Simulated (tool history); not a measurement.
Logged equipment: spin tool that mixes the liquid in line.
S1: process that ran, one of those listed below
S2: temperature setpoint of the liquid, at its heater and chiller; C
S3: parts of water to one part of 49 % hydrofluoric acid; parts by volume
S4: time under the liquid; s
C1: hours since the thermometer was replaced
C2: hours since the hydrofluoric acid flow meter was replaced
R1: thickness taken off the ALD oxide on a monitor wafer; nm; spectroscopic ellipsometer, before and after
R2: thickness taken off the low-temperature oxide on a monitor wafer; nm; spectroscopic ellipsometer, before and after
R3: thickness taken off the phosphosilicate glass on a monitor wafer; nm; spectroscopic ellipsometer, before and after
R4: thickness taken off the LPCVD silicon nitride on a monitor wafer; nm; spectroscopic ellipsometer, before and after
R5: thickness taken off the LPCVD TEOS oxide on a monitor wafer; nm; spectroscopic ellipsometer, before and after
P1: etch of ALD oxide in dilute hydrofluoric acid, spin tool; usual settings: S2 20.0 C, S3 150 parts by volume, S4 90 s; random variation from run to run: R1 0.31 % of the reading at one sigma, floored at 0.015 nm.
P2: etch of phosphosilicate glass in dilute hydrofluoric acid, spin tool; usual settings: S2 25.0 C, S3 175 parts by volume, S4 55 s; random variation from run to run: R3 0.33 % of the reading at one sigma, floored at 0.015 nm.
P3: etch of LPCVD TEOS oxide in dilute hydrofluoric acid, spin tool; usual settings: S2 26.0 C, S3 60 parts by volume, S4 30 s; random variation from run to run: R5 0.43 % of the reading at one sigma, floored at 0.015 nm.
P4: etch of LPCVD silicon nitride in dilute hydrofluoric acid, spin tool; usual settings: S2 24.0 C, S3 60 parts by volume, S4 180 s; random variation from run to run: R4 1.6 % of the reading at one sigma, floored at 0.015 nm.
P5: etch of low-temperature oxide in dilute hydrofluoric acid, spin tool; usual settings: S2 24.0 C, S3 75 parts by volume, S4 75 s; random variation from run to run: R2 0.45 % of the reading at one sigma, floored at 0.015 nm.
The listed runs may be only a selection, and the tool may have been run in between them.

{"run": 1, "day": 0.346, "S1": "P1", "S2": 20.0, "S3": 150, "S4": 90, "C1": 452.8, "C2": 168.9, "R1": 10.083}
{"run": 2, "day": 0.721, "S1": "P1", "S2": 20.0, "S3": 150, "S4": 90, "C1": 461.8, "C2": 177.9, "R1": 10.154}
{"run": 3, "day": 1.208, "S1": "P5", "S2": 31.5, "S3": 75, "S4": 75, "C1": 473.5, "C2": 189.6, "R2": 21.05}
{"run": 4, "day": 1.442, "S1": "P1", "S2": 20.0, "S3": 150, "S4": 90, "C1": 479.1, "C2": 195.2, "R1": 10.11}
{"run": 5, "day": 1.688, "S1": "P1", "S2": 20.0, "S3": 275, "S4": 90, "C1": 485.0, "C2": 201.1, "R1": 4.9399}
{"run": 6, "day": 2.054, "S1": "P2", "S2": 19.5, "S3": 175, "S4": 55, "C1": 493.8, "C2": 209.9, "R3": 38.261}
{"run": 7, "day": 2.371, "S1": "P1", "S2": 17.0, "S3": 150, "S4": 90, "C1": 501.4, "C2": 217.5, "R1": 8.977}
{"run": 8, "day": 2.612, "S1": "P1", "S2": 20.0, "S3": 150, "S4": 15, "C1": 507.2, "C2": 223.3, "R1": 1.6872}
{"run": 9, "day": 2.838, "S1": "P4", "S2": 28.0, "S3": 60, "S4": 180, "C1": 512.6, "C2": 228.7, "R4": 1.9779}
{"run": 10, "day": 3.275, "S1": "P3", "S2": 26.0, "S3": 60, "S4": 30, "C1": 523.1, "C2": 239.2, "R5": 32.393}
{"run": 11, "day": 3.646, "S1": "P3", "S2": 34.0, "S3": 60, "S4": 30, "C1": 532.0, "C2": 248.1, "R5": 44.011}
{"run": 12, "day": 4.058, "S1": "P2", "S2": 25.0, "S3": 175, "S4": 20, "C1": 541.9, "C2": 258.0, "R3": 17.229}
{"run": 13, "day": 4.308, "S1": "P2", "S2": 25.0, "S3": 315, "S4": 55, "C1": 547.9, "C2": 264.0, "R3": 22.742}
{"run": 14, "day": 4.521, "S1": "P1", "S2": 17.0, "S3": 240, "S4": 90, "C1": 553.0, "C2": 269.1, "R1": 5.1788}
{"run": 15, "day": 4.879, "S1": "P1", "S2": 27.5, "S3": 150, "S4": 150, "C1": 561.6, "C2": 277.7, "R1": 22.532}
{"run": 16, "day": 5.329, "S1": "P4", "S2": 24.0, "S3": 60, "S4": 300, "C1": 572.4, "C2": 288.5, "R4": 2.5329}
{"run": 17, "day": 5.812, "S1": "P1", "S2": 20.0, "S3": 65, "S4": 90, "C1": 584.0, "C2": 300.1, "R1": 25.811}
{"run": 18, "day": 6.2, "S1": "P1", "S2": 20.0, "S3": 150, "S4": 90, "C1": 593.3, "C2": 309.4, "R1": 10.195}
{"day": 6.412, "done": "hydrofluoric acid flow meter replaced"}
{"run": 19, "day": 6.467, "S1": "P1", "S2": 20.0, "S3": 85, "S4": 45, "C1": 599.7, "C2": 1.4, "R1": 9.6345}
{"run": 20, "day": 6.808, "S1": "P4", "S2": 24.0, "S3": 40, "S4": 180, "C1": 607.9, "C2": 9.6, "R4": 2.2542}
{"run": 21, "day": 7.246, "S1": "P1", "S2": 25.5, "S3": 150, "S4": 90, "C1": 618.4, "C2": 20.1, "R1": 12.609}
{"run": 22, "day": 7.617, "S1": "P5", "S2": 24.0, "S3": 115, "S4": 75, "C1": 627.3, "C2": 29.0, "R2": 9.6729}
{"run": 23, "day": 7.9, "S1": "P1", "S2": 20.0, "S3": 150, "S4": 90, "C1": 634.1, "C2": 35.8, "R1": 10.121}
{"run": 24, "day": 8.108, "S1": "P2", "S2": 25.0, "S3": 175, "S4": 55, "C1": 639.1, "C2": 40.8, "R3": 47.129}
{"run": 25, "day": 8.562, "S1": "P1", "S2": 20.0, "S3": 150, "S4": 145, "C1": 650.0, "C2": 51.7, "R1": 16.324}
{"run": 26, "day": 8.892, "S1": "P4", "S2": 24.0, "S3": 60, "S4": 180, "C1": 657.9, "C2": 59.6, "R4": 1.4896}

Estimate the outcome of run 27 from the log above:
{"run": 27, "day": 9.267, "S1": "P3", "S2": 26.0, "S3": 60, "S4": 15, "C1": 666.9, "C2": 68.6, "R5": "?"}

R5: 16.070 nm
